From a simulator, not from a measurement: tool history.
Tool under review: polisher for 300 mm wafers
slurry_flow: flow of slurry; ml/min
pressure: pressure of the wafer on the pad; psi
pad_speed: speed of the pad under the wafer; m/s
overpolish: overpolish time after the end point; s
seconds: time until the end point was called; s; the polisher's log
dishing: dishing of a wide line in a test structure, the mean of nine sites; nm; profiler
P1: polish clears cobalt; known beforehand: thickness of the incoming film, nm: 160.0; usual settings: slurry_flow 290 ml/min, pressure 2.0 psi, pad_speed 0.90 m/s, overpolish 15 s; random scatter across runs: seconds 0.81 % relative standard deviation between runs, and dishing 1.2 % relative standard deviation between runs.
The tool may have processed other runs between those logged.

| run | hour | slurry_flow | pressure | pad_speed | overpolish | wafers polished on this pad | hours since the slurry nozzle was cleaned | hours since the head pressure was calibrated | seconds | dishing |
|---|---|---|---|---|---|---|---|---|---|---|
| 1 | 16.8 | 290 | 2.0 | 0.90 | 15 | 489 | 290.8 | 298.7 | 38.565 | 39.037 |
| 2 | 26.5 | 175 | 2.0 | 0.90 | 15 | 584 | 300.5 | 308.4 | 40.778 | 38.276 |
| 3 | 35.3 | 290 | 2.0 | 0.90 | 15 | 671 | 309.3 | 317.2 | 38.688 | 39.055 |
| 4 | 47.7 | 290 | 2.0 | 0.90 | 15 | 794 | 321.7 | 329.6 | 38.654 | 38.987 |
| 5 | 58.7 | 175 | 2.0 | 1.18 | 15 | 903 | 332.7 | 340.6 | 30.915 | 43.011 |
| 6 | 77.2 | 290 | 2.7 | 0.90 | 15 | 1085 | 351.2 | 359.1 | 28.426 | 45.206 |
| 7 | 92.3 | 355 | 2.0 | 1.34 | 15 | 1235 | 366.3 | 374.2 | 25.428 | 48.168 |
| 8 | 101.5 | 290 | 0.9 | 0.90 | 15 | 1325 | 375.5 | 383.4 | 86.299 | 23.578 |
| 9 | 117.4 | 175 | 2.0 | 0.90 | 6 | 1483 | 391.4 | 399.3 | 40.875 | 20.035 |
| 10 | 135.4 | 400 | 2.0 | 0.90 | 15 | 1660 | 409.4 | 417.3 | 37.633 | 39.584 |
| 11 | 149.9 | 290 | 2.0 | 0.90 | 15 | 1804 | 423.9 | 431.8 | 38.273 | 38.462 |
| 12 | 165.3 | 290 | 2.0 | 0.90 | 4 | 1956 | 439.3 | 447.2 | 38.768 | 14.567 |
| 13 | 174.6 | 290 | 2.0 | 0.90 | 15 | 2048 | 448.6 | 456.5 | 38.087 | 38.866 |
| 14 | 187.8 | 290 | 2.0 | 0.90 | 15 | 2178 | 461.8 | 469.7 | 38.912 | 39.731 |
| 15 | 200.4 | 290 | 2.0 | 0.90 | 22 | 2303 | 474.4 | 482.3 | 38.324 | 46.713 |
| 16 | 216.8 | 290 | 2.0 | 1.34 | 15 | 2465 | 490.8 | 498.7 | 25.615 | 45.967 |
| 17 | 234.7 | 290 | 2.0 | 0.64 | 15 | 2642 | 508.7 | 516.6 | 54.314 | 31.798 |
| 18 | 252.2 | 290 | 2.0 | 0.90 | 15 | 2815 | 526.2 | 534.1 | 39.106 | 38.900 |
| 19 | 264.7 | 290 | 2.0 | 0.90 | 15 | 2938 | 538.7 | 546.6 | 39.408 | 38.628 |
| 20 | 272.9 | 290 | 2.0 | 0.90 | 15 | 3019 | 546.9 | 554.8 | 39.887 | 39.128 |
| 21 | 281.0 | 290 | 2.0 | 0.90 | 15 | 3099 | 555.0 | 562.9 | 39.614 | 38.116 |
| 22 | 295.7 | 290 | 2.0 | 0.90 | 15 | 3244 | 569.7 | 577.6 | 39.624 | 38.236 |
|  | 303.4 | head pressure recalibrated |
| 23 | 310.5 | 290 | 2.0 | 0.90 | 15 | 3391 | 584.5 | 7.1 | 40.613 | 39.227 |
| 24 | 324.0 | 290 | 2.0 | 0.90 | 15 | 3524 | 598.0 | 20.6 | 40.374 | 37.809 |
| 25 | 332.7 | 290 | 2.0 | 0.90 | 15 | 3610 | 606.7 | 29.3 | 40.518 | 37.892 |
| 26 | 348.1 | 290 | 2.0 | 0.90 | 15 | 3762 | 622.1 | 44.7 | 41.027 | 38.068 |
| 27 | 361.6 | 290 | 2.0 | 0.90 | 15 | 3896 | 635.6 | 58.2 | 40.664 | 37.934 |
| 28 | 375.9 | 290 | 2.0 | 0.90 | 15 | 4037 | 649.9 | 72.5 | 40.863 | 38.755 |

Something has made what P1 gives creep away from where it was; the 2 causes below, each at its own stated size, fit the log equally well:
A: slurry flow missing at the pad, % = 37.1
B: removal rate lost through wear of the pad, % = 5.32
The drift started at roughly hour 252.2.
The rest of the possible causes, and what rules out each one:
head's pressure below its setpoint, %: work on it at hour 303.4, done after the drift set in, did not restore what the process gave before

You are offered 4 check runs, listed below with question marks in place of their results; each one averages 5 wafers. Which run separates the listed causes by giving clearly different results for each?
| check 1 | 390.2 | 290 | 1.5 | 0.90 | 15 |  |  |  | ? | ? |
| check 2 | 390.2 | 290 | 1.0 | 0.66 | 15 |  |  |  | ? | ? |
| check 3 | 390.2 | 190 | 2.0 | 0.90 | 15 |  |  |  | ? | ? |
| check 4 | 390.2 | 290 | 1.4 | 1.24 | 15 |  |  |  | ? | ? |

How each check would come out, cause by cause:
| check | result | if A | if B |
|---|---|---|---|
| check 1 | seconds | 54.401 | 54.403 |
| check 1 | dishing | 31.811 | 31.810 |
| check 2 | seconds | 111.280 | 111.280 |
| check 2 | dishing | 18.625 | 18.625 |
| check 3 | seconds | 43.992 | 42.844 |
| check 3 | dishing | 36.326 | 36.903 |
| check 4 | seconds | 42.305 | 42.307 |
| check 4 | dishing | 37.189 | 37.188 |
Smallest distance between any two causes, each pair judged by its most separating result, in per cent: check 1 0 %; check 2 0 %; check 3 2.64 %; check 4 0 %
The causes can be told apart only by check 3. The other checks would give nearly the same results under each of them.

Check 3 was carried out, with these results: seconds 44.103 s; dishing 36.351 nm. Which of the listed causes is responsible?

The correct cause is A, namely: slurry flow missing at the pad, %.
